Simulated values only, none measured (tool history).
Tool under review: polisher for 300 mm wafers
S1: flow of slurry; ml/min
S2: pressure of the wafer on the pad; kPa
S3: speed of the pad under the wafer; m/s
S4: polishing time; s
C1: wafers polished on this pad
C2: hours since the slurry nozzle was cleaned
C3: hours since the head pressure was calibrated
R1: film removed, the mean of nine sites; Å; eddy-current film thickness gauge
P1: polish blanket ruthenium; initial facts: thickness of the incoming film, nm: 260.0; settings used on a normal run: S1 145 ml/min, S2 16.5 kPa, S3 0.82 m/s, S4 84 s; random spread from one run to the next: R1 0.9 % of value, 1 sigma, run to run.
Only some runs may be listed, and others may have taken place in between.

{"run": 1, "day": 0.542, "S1": 145, "S2": 16.5, "S3": 0.82, "S4": 84, "C1": 392, "C2": 554.3, "C3": 320.3, "R1": 801.33}
{"run": 2, "day": 1.112, "S1": 210, "S2": 16.5, "S3": 0.82, "S4": 84, "C1": 531, "C2": 568.0, "C3": 334.0, "R1": 826.93}
{"run": 3, "day": 1.458, "S1": 145, "S2": 16.5, "S3": 0.46, "S4": 84, "C1": 615, "C2": 576.3, "C3": 342.3, "R1": 436.83}
{"day": 1.925, "done": "slurry nozzle cleaned"}
{"run": 4, "day": 2.079, "S1": 145, "S2": 16.5, "S3": 0.82, "S4": 84, "C1": 765, "C2": 3.8, "C3": 357.2, "R1": 802.09}
{"run": 5, "day": 2.517, "S1": 145, "S2": 7.6, "S3": 0.82, "S4": 84, "C1": 872, "C2": 14.3, "C3": 367.7, "R1": 357.52}
{"run": 6, "day": 2.888, "S1": 145, "S2": 16.5, "S3": 0.82, "S4": 84, "C1": 962, "C2": 23.2, "C3": 376.6, "R1": 789.92}
{"run": 7, "day": 3.433, "S1": 145, "S2": 25.5, "S3": 0.82, "S4": 84, "C1": 1094, "C2": 36.3, "C3": 389.7, "R1": 1218.5}
{"run": 8, "day": 4.092, "S1": 145, "S2": 16.5, "S3": 0.82, "S4": 128, "C1": 1254, "C2": 52.1, "C3": 405.5, "R1": 1210.1}
{"run": 9, "day": 4.758, "S1": 85, "S2": 16.5, "S3": 0.82, "S4": 84, "C1": 1416, "C2": 68.1, "C3": 421.5, "R1": 710.07}
{"run": 10, "day": 5.146, "S1": 145, "S2": 16.5, "S3": 0.82, "S4": 38, "C1": 1510, "C2": 77.4, "C3": 430.8, "R1": 352.64}
{"run": 11, "day": 5.654, "S1": 145, "S2": 16.5, "S3": 0.82, "S4": 84, "C1": 1633, "C2": 89.6, "C3": 443.0, "R1": 787.75}
{"run": 12, "day": 6.225, "S1": 145, "S2": 16.5, "S3": 1.08, "S4": 84, "C1": 1772, "C2": 103.3, "C3": 456.7, "R1": 1032.6}
{"run": 13, "day": 6.642, "S1": 145, "S2": 16.5, "S3": 0.82, "S4": 84, "C1": 1873, "C2": 113.3, "C3": 466.7, "R1": 785.31}
{"run": 14, "day": 7.129, "S1": 220, "S2": 9.7, "S3": 0.82, "S4": 84, "C1": 1992, "C2": 125.0, "C3": 478.4, "R1": 488.94}
{"run": 15, "day": 7.638, "S1": 145, "S2": 16.5, "S3": 0.82, "S4": 84, "C1": 2115, "C2": 137.2, "C3": 490.6, "R1": 800.09}
{"run": 16, "day": 8.238, "S1": 145, "S2": 16.5, "S3": 0.82, "S4": 84, "C1": 2261, "C2": 151.6, "C3": 505.0, "R1": 764.41}
{"run": 17, "day": 8.75, "S1": 145, "S2": 16.5, "S3": 0.82, "S4": 84, "C1": 2385, "C2": 163.9, "C3": 517.3, "R1": 757.26}
{"run": 18, "day": 9.188, "S1": 145, "S2": 16.5, "S3": 0.82, "S4": 84, "C1": 2491, "C2": 174.4, "C3": 527.8, "R1": 741.13}
{"run": 19, "day": 9.638, "S1": 145, "S2": 16.5, "S3": 0.82, "S4": 84, "C1": 2601, "C2": 185.2, "C3": 538.6, "R1": 740.26}
{"run": 20, "day": 10.125, "S1": 145, "S2": 16.5, "S3": 0.82, "S4": 84, "C1": 2719, "C2": 196.9, "C3": 550.3, "R1": 729.8}
{"run": 21, "day": 10.662, "S1": 145, "S2": 16.5, "S3": 0.82, "S4": 84, "C1": 2850, "C2": 209.8, "C3": 563.2, "R1": 736.0}
{"run": 22, "day": 11.154, "S1": 145, "S2": 16.5, "S3": 0.82, "S4": 84, "C1": 2969, "C2": 221.6, "C3": 575.0, "R1": 731.25}
{"day": 11.525, "done": "worn pad replaced by a new one"}
{"run": 23, "day": 11.808, "S1": 145, "S2": 16.5, "S3": 0.82, "S4": 84, "C1": 69, "C2": 237.3, "C3": 590.7, "R1": 724.44}
{"run": 24, "day": 12.242, "S1": 145, "S2": 16.5, "S3": 0.82, "S4": 84, "C1": 174, "C2": 247.7, "C3": 601.1, "R1": 719.17}
{"run": 25, "day": 12.567, "S1": 145, "S2": 16.5, "S3": 0.82, "S4": 84, "C1": 253, "C2": 255.5, "C3": 608.9, "R1": 730.75}
{"run": 26, "day": 13.088, "S1": 145, "S2": 16.5, "S3": 0.82, "S4": 84, "C1": 380, "C2": 268.0, "C3": 621.4, "R1": 714.52}

The log shows P1 creeping away from where it was. Any of the 2 causes listed here, at the size stated for it, fits the log just as well as the others:
A: slurry flow missing at the pad, % = 34.5
B: head's pressure below its setpoint, % = 8.71
The process output started creeping at around day 7.638.
Each remaining cause and why it is not a fit:
removal rate lost through wear of the pad, %: serviced after onset, at day 11.525, with no recovery of the prior output

Below are 4 check runs, each averaged over 2 wafers, with their results shown as question marks. Which of them would give clearly different results depending on which cause is behind the drift?
{"run": "check 1", "day": 13.608, "S1": 145, "S2": 24.1, "S3": 0.48, "S4": 84, "R1": "?"}
{"run": "check 2", "day": 13.608, "S1": 85, "S2": 16.5, "S3": 0.82, "S4": 118, "R1": "?"}
{"run": "check 3", "day": 13.608, "S1": 145, "S2": 7.6, "S3": 0.82, "S4": 64, "R1": "?"}
{"run": "check 4", "day": 13.608, "S1": 145, "S2": 22.8, "S3": 0.82, "S4": 126, "R1": "?"}

What every check run would give for each of its results, assuming each possible cause in turn:
check=check_1 result=R1 if_A=615.74 if_B=615.87
check=check_2 result=R1 if_A=850.48 if_B=897.49
check=check_3 result=R1 if_A=251.88 if_B=251.93
check=check_4 result=R1 if_A=1487.70 if_B=1488.00
Per-check spread between the two closest causes, in the result where they differ most: check 1 0.02 %; check 2 5.38 %; check 3 0.02 %; check 4 0.02 %
Of the check runs offered, only check 2 discriminates between the causes; the rest would read about the same regardless of which cause applies.

Check 2 has now been run. It gave: R1 855.04 Å. Which of the candidate causes is it?

A is the cause: slurry flow missing at the pad, %.
